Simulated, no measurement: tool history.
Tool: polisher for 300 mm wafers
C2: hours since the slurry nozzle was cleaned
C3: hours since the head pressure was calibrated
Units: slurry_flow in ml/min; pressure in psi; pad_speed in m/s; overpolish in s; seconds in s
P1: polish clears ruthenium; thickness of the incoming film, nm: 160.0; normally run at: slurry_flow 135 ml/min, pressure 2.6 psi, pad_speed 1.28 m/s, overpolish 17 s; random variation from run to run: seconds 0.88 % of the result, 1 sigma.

{"run": 1, "day": 0.283, "slurry_flow": 135, "pressure": 2.6, "pad_speed": 1.28, "overpolish": 17, "wafers polished on this pad": 378, "C2": 167.4, "C3": 454.3, "seconds": 97.435}
{"run": 2, "day": 0.704, "slurry_flow": 135, "pressure": 2.6, "pad_speed": 0.58, "overpolish": 8, "wafers polished on this pad": 512, "C2": 177.5, "C3": 464.4, "seconds": 217.93}
{"run": 3, "day": 1.138, "slurry_flow": 135, "pressure": 2.6, "pad_speed": 1.28, "overpolish": 17, "wafers polished on this pad": 651, "C2": 187.9, "C3": 474.8, "seconds": 98.772}
{"run": 4, "day": 1.496, "slurry_flow": 135, "pressure": 4.1, "pad_speed": 1.28, "overpolish": 17, "wafers polished on this pad": 765, "C2": 196.5, "C3": 483.4, "seconds": 63.818}
{"run": 5, "day": 1.842, "slurry_flow": 135, "pressure": 2.6, "pad_speed": 0.8, "overpolish": 17, "wafers polished on this pad": 876, "C2": 204.8, "C3": 491.7, "seconds": 158.72}
{"run": 6, "day": 2.079, "slurry_flow": 135, "pressure": 1.2, "pad_speed": 1.28, "overpolish": 17, "wafers polished on this pad": 952, "C2": 210.5, "C3": 497.4, "seconds": 213.12}
{"run": 7, "day": 2.362, "slurry_flow": 80, "pressure": 2.6, "pad_speed": 1.28, "overpolish": 17, "wafers polished on this pad": 1042, "C2": 217.3, "C3": 504.2, "seconds": 112.79}
{"run": 8, "day": 2.608, "slurry_flow": 135, "pressure": 2.6, "pad_speed": 1.28, "overpolish": 28, "wafers polished on this pad": 1121, "C2": 223.2, "C3": 510.1, "seconds": 100.35}
{"run": 9, "day": 3.021, "slurry_flow": 135, "pressure": 2.6, "pad_speed": 1.28, "overpolish": 5, "wafers polished on this pad": 1253, "C2": 233.1, "C3": 520, "seconds": 98.384}
{"run": 10, "day": 3.242, "slurry_flow": 135, "pressure": 2.6, "pad_speed": 1.28, "overpolish": 17, "wafers polished on this pad": 1323, "C2": 238.4, "C3": 525.3, "seconds": 99.563}
{"day": 3.617, "done": "head pressure recalibrated"}
{"run": 11, "day": 3.638, "slurry_flow": 135, "pressure": 2.6, "pad_speed": 1.28, "overpolish": 17, "wafers polished on this pad": 1450, "C2": 247.9, "C3": 0.5, "seconds": 100.64}
{"run": 12, "day": 3.904, "slurry_flow": 135, "pressure": 2.6, "pad_speed": 2, "overpolish": 17, "wafers polished on this pad": 1535, "C2": 254.3, "C3": 6.9, "seconds": 63.714}
{"run": 13, "day": 4.25, "slurry_flow": 210, "pressure": 2.6, "pad_speed": 1.28, "overpolish": 17, "wafers polished on this pad": 1646, "C2": 262.6, "C3": 15.2, "seconds": 92.161}
{"run": 14, "day": 4.692, "slurry_flow": 135, "pressure": 2.6, "pad_speed": 1.28, "overpolish": 17, "wafers polished on this pad": 1787, "C2": 273.2, "C3": 25.8, "seconds": 98.513}
{"run": 15, "day": 5.092, "slurry_flow": 135, "pressure": 2.6, "pad_speed": 1.28, "overpolish": 17, "wafers polished on this pad": 1915, "C2": 282.8, "C3": 35.4, "seconds": 98.372}
{"run": 16, "day": 5.471, "slurry_flow": 135, "pressure": 2.6, "pad_speed": 1.28, "overpolish": 17, "wafers polished on this pad": 2036, "C2": 291.9, "C3": 44.5, "seconds": 104.63}
{"run": 17, "day": 5.85, "slurry_flow": 135, "pressure": 2.6, "pad_speed": 1.28, "overpolish": 17, "wafers polished on this pad": 2157, "C2": 301, "C3": 53.6, "seconds": 108.76}
{"run": 18, "day": 6.242, "slurry_flow": 135, "pressure": 2.6, "pad_speed": 1.28, "overpolish": 17, "wafers polished on this pad": 2282, "C2": 310.4, "C3": 63, "seconds": 108.49}
{"day": 6.542, "done": "head pressure recalibrated"}
{"run": 19, "day": 6.55, "slurry_flow": 135, "pressure": 2.6, "pad_speed": 1.28, "overpolish": 17, "wafers polished on this pad": 2381, "C2": 317.8, "C3": 0.2, "seconds": 110.17}
{"run": 20, "day": 6.921, "slurry_flow": 135, "pressure": 2.6, "pad_speed": 1.28, "overpolish": 17, "wafers polished on this pad": 2499, "C2": 326.7, "C3": 9.1, "seconds": 111.25}
{"run": 21, "day": 7.267, "slurry_flow": 135, "pressure": 2.6, "pad_speed": 1.28, "overpolish": 17, "wafers polished on this pad": 2610, "C2": 335, "C3": 17.4, "seconds": 112.88}

What P1 gives has crept away from where it was. These 2 causes fit the log equally well, each at the size given:
A: slurry flow missing at the pad, % = 39.9
B: removal rate lost through wear of the pad, % = 11.6
The creep began at about day 5.092.
Why every other cause is out:
head's pressure below its setpoint, %: serviced at day 6.542, which brought nothing back

4 check runs are offered, each on 3 wafers whose results are averaged, their results left as question marks. Which one tells the causes apart?
{"run": "check 1", "day": 7.612, "slurry_flow": 135, "pressure": 2.6, "pad_speed": 1.28, "overpolish": 24, "seconds": "?"}
{"run": "check 2", "day": 7.612, "slurry_flow": 205, "pressure": 2.6, "pad_speed": 1.28, "overpolish": 17, "seconds": "?"}
{"run": "check 3", "day": 7.612, "slurry_flow": 135, "pressure": 3.5, "pad_speed": 1.88, "overpolish": 17, "seconds": "?"}
{"run": "check 4", "day": 7.612, "slurry_flow": 135, "pressure": 2.6, "pad_speed": 0.84, "overpolish": 17, "seconds": "?"}

What each check would give under each cause:
check=check_1 result=seconds if_A=111.75 if_B=111.7
check=check_2 result=seconds if_A=100.57 if_B=104.52
check=check_3 result=seconds if_A=56.522 if_B=56.496
check=check_4 result=seconds if_A=170.29 if_B=170.21
How far apart the two closest causes lie, in the result that separates them most: check 1 0.05 %; check 2 3.85 %; check 3 0.05 %; check 4 0.05 %
Only check 2 tells the causes apart: in the others they would give nearly the same result.

Then check 2 was run and gave: seconds 104.49 s. Which cause is it?

It is B: removal rate lost through wear of the pad, %.
